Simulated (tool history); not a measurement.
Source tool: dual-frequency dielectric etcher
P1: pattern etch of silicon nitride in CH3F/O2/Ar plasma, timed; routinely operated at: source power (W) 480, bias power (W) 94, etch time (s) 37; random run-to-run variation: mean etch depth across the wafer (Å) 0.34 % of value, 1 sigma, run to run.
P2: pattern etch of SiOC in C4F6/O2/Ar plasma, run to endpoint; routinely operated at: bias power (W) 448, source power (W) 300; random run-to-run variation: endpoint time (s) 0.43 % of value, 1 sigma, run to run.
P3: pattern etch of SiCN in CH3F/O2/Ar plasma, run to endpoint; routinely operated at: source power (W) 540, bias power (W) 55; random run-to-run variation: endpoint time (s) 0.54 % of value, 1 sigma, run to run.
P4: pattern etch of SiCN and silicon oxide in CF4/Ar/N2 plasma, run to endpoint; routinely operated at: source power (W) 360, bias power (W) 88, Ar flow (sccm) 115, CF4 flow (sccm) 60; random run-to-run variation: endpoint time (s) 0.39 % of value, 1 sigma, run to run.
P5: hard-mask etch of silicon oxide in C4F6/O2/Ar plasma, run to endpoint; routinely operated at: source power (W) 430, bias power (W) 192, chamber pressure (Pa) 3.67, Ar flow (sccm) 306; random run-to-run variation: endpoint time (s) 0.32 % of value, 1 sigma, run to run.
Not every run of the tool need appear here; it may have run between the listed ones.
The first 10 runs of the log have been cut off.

run	day	process that ran	source power (W)	bias power (W)	etch time (s)	Ar flow (sccm)	CF4 flow (sccm)	chamber pressure (Pa)	mean etch depth across the wafer (Å)	endpoint time (s)
11	4.529	P2	300	448						15.084
12	4.979	P1	480	94	37				308.35	
13	5.304	P3	540	55						26.876
14	5.562	P1	590	94	37				333.3	
15	5.883	P4	360	88		151	60			22.778
16	6.221	P5	430	250		306		3.67		58.509
17	6.729	P1	480	94	37				305.51	
18	7.021	P4	360	88		115	60			21.902
19	7.271	P5	430	192		306		3.67		64.168
20	7.621	P1	480	62	37				266.34	
21	7.883	P4	360	58		115	60			25.511
22	8.329	P1	480	94	37				307.75	
23	8.642	P5	430	192		427		3.67		66.265
24	9.162	P5	430	192		306		3.67		63.552
25	9.583	P1	480	94	37				308.29	
26	10.121	P5	430	192		306		4.6		65.825

Run 27 is up next; what results do you expect?
27	10.45	P3	360	55						?

endpoint time (s): 30.862
